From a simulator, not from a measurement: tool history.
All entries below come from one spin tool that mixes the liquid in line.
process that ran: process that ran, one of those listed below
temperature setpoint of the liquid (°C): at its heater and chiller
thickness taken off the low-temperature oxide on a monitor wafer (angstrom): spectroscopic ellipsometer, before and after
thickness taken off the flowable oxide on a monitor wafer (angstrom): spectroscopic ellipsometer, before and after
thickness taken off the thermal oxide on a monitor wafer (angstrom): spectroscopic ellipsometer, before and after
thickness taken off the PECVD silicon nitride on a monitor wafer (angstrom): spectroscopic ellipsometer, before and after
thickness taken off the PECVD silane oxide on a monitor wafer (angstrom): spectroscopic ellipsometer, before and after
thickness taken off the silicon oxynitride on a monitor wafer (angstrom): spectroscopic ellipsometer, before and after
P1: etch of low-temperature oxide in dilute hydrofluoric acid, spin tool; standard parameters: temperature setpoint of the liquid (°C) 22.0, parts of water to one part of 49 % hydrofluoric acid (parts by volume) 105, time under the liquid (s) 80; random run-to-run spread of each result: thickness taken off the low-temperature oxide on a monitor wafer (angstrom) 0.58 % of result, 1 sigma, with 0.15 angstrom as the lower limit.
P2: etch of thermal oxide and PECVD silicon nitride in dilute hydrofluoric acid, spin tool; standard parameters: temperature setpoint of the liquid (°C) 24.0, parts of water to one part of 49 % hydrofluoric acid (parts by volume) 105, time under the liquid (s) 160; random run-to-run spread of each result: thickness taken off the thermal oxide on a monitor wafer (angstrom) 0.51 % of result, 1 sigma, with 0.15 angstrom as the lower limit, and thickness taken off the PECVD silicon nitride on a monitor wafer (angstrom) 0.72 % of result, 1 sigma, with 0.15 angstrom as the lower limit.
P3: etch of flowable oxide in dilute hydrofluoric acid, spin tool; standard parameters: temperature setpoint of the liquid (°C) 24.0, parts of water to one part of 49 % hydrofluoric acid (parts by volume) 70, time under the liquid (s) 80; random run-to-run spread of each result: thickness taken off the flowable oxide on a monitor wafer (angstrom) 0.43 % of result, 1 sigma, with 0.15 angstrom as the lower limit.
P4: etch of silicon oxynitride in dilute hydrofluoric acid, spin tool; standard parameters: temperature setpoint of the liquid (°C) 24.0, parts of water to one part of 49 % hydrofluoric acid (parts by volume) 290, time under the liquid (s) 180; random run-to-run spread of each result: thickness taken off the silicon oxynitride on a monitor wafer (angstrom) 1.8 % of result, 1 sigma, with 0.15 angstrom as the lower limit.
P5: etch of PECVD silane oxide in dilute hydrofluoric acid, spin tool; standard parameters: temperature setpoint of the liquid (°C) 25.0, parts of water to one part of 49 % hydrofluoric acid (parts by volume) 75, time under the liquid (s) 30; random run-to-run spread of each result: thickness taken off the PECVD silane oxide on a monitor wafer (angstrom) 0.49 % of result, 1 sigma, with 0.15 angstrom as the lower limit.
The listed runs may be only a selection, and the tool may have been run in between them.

| run | day | process that ran | temperature setpoint of the liquid (°C) | parts of water to one part of 49 % hydrofluoric acid (parts by volume) | time under the liquid (s) | hours since the thermometer was replaced | hours since the hydrofluoric acid flow meter was replaced | thickness taken off the low-temperature oxide on a monitor wafer (angstrom) | thickness taken off the flowable oxide on a monitor wafer (angstrom) | thickness taken off the thermal oxide on a monitor wafer (angstrom) | thickness taken off the PECVD silicon nitride on a monitor wafer (angstrom) | thickness taken off the PECVD silane oxide on a monitor wafer (angstrom) | thickness taken off the silicon oxynitride on a monitor wafer (angstrom) |
|---|---|---|---|---|---|---|---|---|---|---|---|---|---|
| 1 | 0.262 | P1 | 22.0 | 105 | 80 | 763.4 | 334.7 | 83.762 |  |  |  |  |  |
| 2 | 0.633 | P1 | 22.0 | 140 | 80 | 772.3 | 343.6 | 60.650 |  |  |  |  |  |
| 3 | 0.854 | P1 | 29.5 | 105 | 80 | 777.6 | 348.9 | 112.730 |  |  |  |  |  |
| 4 | 1.138 | P3 | 24.0 | 70 | 145 | 784.4 | 355.7 |  | 497.91 |  |  |  |  |
| 5 | 1.517 | P3 | 30.0 | 70 | 80 | 793.5 | 364.8 |  | 344.85 |  |  |  |  |
| 6 | 1.717 | P1 | 17.0 | 105 | 80 | 798.3 | 369.6 | 68.091 |  |  |  |  |  |
| 7 | 2.067 | P2 | 24.0 | 105 | 160 | 806.7 | 378.0 |  |  | 68.708 | 38.773 |  |  |
| 8 | 2.358 | P1 | 22.0 | 105 | 20 | 813.7 | 385.0 | 20.768 |  |  |  |  |  |
| 9 | 2.588 | P5 | 25.0 | 75 | 30 | 819.2 | 390.5 |  |  |  |  | 199.54 |  |
| 10 | 2.862 | P3 | 24.0 | 70 | 80 | 825.8 | 397.1 |  | 276.46 |  |  |  |  |
| 11 | 3.200 | P5 | 19.0 | 75 | 30 | 833.9 | 405.2 |  |  |  |  | 155.60 |  |
| 12 | 3.571 | P1 | 22.0 | 105 | 80 | 842.8 | 414.1 | 83.943 |  |  |  |  |  |
| 13 | 3.812 | P1 | 22.0 | 105 | 165 | 848.6 | 419.9 | 171.490 |  |  |  |  |  |
| 14 | 4.100 | P4 | 24.0 | 150 | 180 | 855.5 | 426.8 |  |  |  |  |  | 31.4500 |
| 15 | 4.312 | P1 | 17.0 | 105 | 15 | 860.6 | 431.9 | 12.840 |  |  |  |  |  |
| 16 | 4.721 | P1 | 22.0 | 105 | 80 | 870.4 | 441.7 | 83.582 |  |  |  |  |  |
| 17 | 5.154 | P1 | 22.0 | 105 | 80 | 880.8 | 452.1 | 83.269 |  |  |  |  |  |
| 18 | 5.483 | P4 | 28.5 | 290 | 180 | 888.7 | 460.0 |  |  |  |  |  | 18.5090 |
| 19 | 5.738 | P4 | 24.0 | 290 | 180 | 894.8 | 466.1 |  |  |  |  |  | 15.0100 |
| 20 | 5.962 | P5 | 25.0 | 75 | 30 | 900.2 | 471.5 |  |  |  |  | 201.12 |  |
| 21 | 6.379 | P1 | 22.0 | 105 | 80 | 910.2 | 481.5 | 83.680 |  |  |  |  |  |
| 22 | 6.704 | P2 | 24.0 | 25 | 160 | 918.0 | 489.3 |  |  | 322.420 | 160.130 |  |  |
| 23 | 7.025 | P4 | 24.0 | 290 | 180 | 925.7 | 497.0 |  |  |  |  |  | 14.9860 |
| 24 | 7.250 | P2 | 17.0 | 105 | 160 | 931.1 | 502.4 |  |  | 51.878 | 24.250 |  |  |
| 25 | 7.571 | P2 | 24.0 | 105 | 245 | 938.8 | 510.1 |  |  | 105.570 | 59.836 |  |  |
| 26 | 7.833 | P1 | 22.0 | 65 | 80 | 945.1 | 516.4 | 141.660 |  |  |  |  |  |
| 27 | 8.158 | P3 | 24.0 | 70 | 80 | 952.9 | 524.2 |  | 272.22 |  |  |  |  |
| 28 | 8.583 | P4 | 24.0 | 290 | 55 | 963.1 | 534.4 |  |  |  |  |  | 4.6875 |
| 29 | 9.008 | P3 | 24.0 | 25 | 80 | 973.3 | 544.6 |  | 816.50 |  |  |  |  |
| 30 | 9.350 | P1 | 22.0 | 105 | 80 | 981.5 | 552.8 | 83.611 |  |  |  |  |  |
| 31 | 9.775 | P5 | 25.0 | 25 | 30 | 991.7 | 563.0 |  |  |  |  | 639.33 |  |
| 32 | 9.979 | P1 | 22.0 | 105 | 80 | 996.6 | 567.9 | 84.148 |  |  |  |  |  |
| 33 | 10.421 | P5 | 25.0 | 75 | 50 | 1007.2 | 578.5 |  |  |  |  | 334.27 |  |
| 34 | 10.808 | P1 | 22.0 | 105 | 80 | 1016.5 | 587.8 | 83.471 |  |  |  |  |  |
| 35 | 11.179 | P1 | 22.0 | 105 | 80 | 1025.4 | 596.7 | 80.846 |  |  |  |  |  |
| 36 | 11.408 | P1 | 22.0 | 105 | 80 | 1030.9 | 602.2 | 79.913 |  |  |  |  |  |
| 37 | 11.804 | P1 | 22.0 | 105 | 80 | 1040.4 | 611.7 | 77.496 |  |  |  |  |  |

Run 38, settings as shown, results not yet in. Your forecast:
| 38 | 12.142 | P1 | 22.0 | 105 | 80 | 1048.5 | 619.8 | ? |  |  |  |  |  |

thickness taken off the low-temperature oxide on a monitor wafer (angstrom): 76.739
